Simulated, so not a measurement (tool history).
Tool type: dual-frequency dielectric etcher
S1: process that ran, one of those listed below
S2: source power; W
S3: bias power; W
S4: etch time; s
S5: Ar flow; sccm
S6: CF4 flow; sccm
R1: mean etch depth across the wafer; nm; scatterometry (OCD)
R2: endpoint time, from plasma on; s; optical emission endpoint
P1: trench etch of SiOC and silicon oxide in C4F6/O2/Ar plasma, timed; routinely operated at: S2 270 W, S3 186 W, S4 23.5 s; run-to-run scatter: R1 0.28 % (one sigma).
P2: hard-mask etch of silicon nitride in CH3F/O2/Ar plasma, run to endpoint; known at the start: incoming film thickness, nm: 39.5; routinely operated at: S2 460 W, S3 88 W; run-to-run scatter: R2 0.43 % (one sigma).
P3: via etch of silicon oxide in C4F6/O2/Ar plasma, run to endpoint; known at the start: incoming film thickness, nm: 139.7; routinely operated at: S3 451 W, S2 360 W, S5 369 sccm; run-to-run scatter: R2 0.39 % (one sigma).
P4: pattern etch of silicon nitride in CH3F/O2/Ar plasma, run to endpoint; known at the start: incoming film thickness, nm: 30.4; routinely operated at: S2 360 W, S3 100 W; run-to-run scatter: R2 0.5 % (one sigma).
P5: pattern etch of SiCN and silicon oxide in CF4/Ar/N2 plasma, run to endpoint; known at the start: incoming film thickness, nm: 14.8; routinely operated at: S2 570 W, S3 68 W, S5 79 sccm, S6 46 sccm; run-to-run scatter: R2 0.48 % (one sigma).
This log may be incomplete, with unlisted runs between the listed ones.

run 1 hour=15.9 | S1=P1 S2=270 S3=186 S4=23.5 | R1=38.407
run 2 hour=26.3 | S1=P1 S2=270 S3=186 S4=33.5 | R1=54.801
run 3 hour=43.3 | S1=P3 S2=360 S3=451 S5=369 | R2=33.716
run 4 hour=61.3 | S1=P1 S2=270 S3=132 S4=23.5 | R1=34.526
run 5 hour=76.9 | S1=P1 S2=270 S3=148 S4=34 | R1=51.908
run 6 hour=85.6 | S1=P4 S2=360 S3=100 | R2=40.829
run 7 hour=103.5 | S1=P2 S2=460 S3=88 | R2=49.814
run 8 hour=119.4 | S1=P3 S2=360 S3=451 S5=369 | R2=33.433
run 9 hour=130.4 | S1=P4 S2=440 S3=100 | R2=38.428
run 10 hour=139.3 | S1=P5 S2=570 S3=68 S5=79 S6=46 | R2=15.053
run 11 hour=149.1 | S1=P2 S2=260 S3=88 | R2=62.336
run 12 hour=160.2 | S1=P1 S2=270 S3=144 S4=34 | R1=51.473
run 13 hour=168.3 | S1=P5 S2=570 S3=68 S5=48 S6=46 | R2=13.917
run 14 hour=185.4 | S1=P1 S2=270 S3=186 S4=23.5 | R1=38.801
run 15 hour=202.5 | S1=P4 S2=360 S3=61 | R2=49.095
run 16 hour=218.8 | S1=P1 S2=160 S3=186 S4=23.5 | R1=31.642
run 17 hour=232.4 | S1=P3 S2=360 S3=451 S5=262 | R2=32.479
run 18 hour=244 | S1=P1 S2=270 S3=238 S4=23.5 | R1=41.927
run 19 hour=260.6 | S1=P1 S2=340 S3=186 S4=23.5 | R1=42.03
run 20 hour=277.5 | S1=P1 S2=270 S3=186 S4=17 | R1=27.891
run 21 hour=291.4 | S1=P5 S2=670 S3=68 S5=79 S6=46 | R2=13.028
run 22 hour=300.3 | S1=P3 S2=360 S3=619 S5=369 | R2=30.119
run 23 hour=312.6 | S1=P1 S2=270 S3=186 S4=23.5 | R1=38.85
run 24 hour=328.9 | S1=P5 S2=570 S3=68 S5=79 S6=46 | R2=15.062
run 25 hour=343.4 | S1=P5 S2=570 S3=49 S5=79 S6=46 | R2=16.652
run 26 hour=352.8 | S1=P2 S2=460 S3=88 | R2=50.289
run 27 hour=367.8 | S1=P1 S2=270 S3=186 S4=23.5 | R1=38.618
run 28 hour=378.8 | S1=P3 S2=510 S3=451 S5=369 | R2=29.507
run 29 hour=387.9 | S1=P5 S2=570 S3=68 S5=79 S6=37 | R2=15.527
run 30 hour=399.7 | S1=P2 S2=460 S3=53 | R2=59.038

What does the tool deliver on the next run?
run 31 hour=417.5 | S1=P1 S2=270 S3=186 S4=23.5 | R1=?

{"run 31": {"R1": 38.637}}

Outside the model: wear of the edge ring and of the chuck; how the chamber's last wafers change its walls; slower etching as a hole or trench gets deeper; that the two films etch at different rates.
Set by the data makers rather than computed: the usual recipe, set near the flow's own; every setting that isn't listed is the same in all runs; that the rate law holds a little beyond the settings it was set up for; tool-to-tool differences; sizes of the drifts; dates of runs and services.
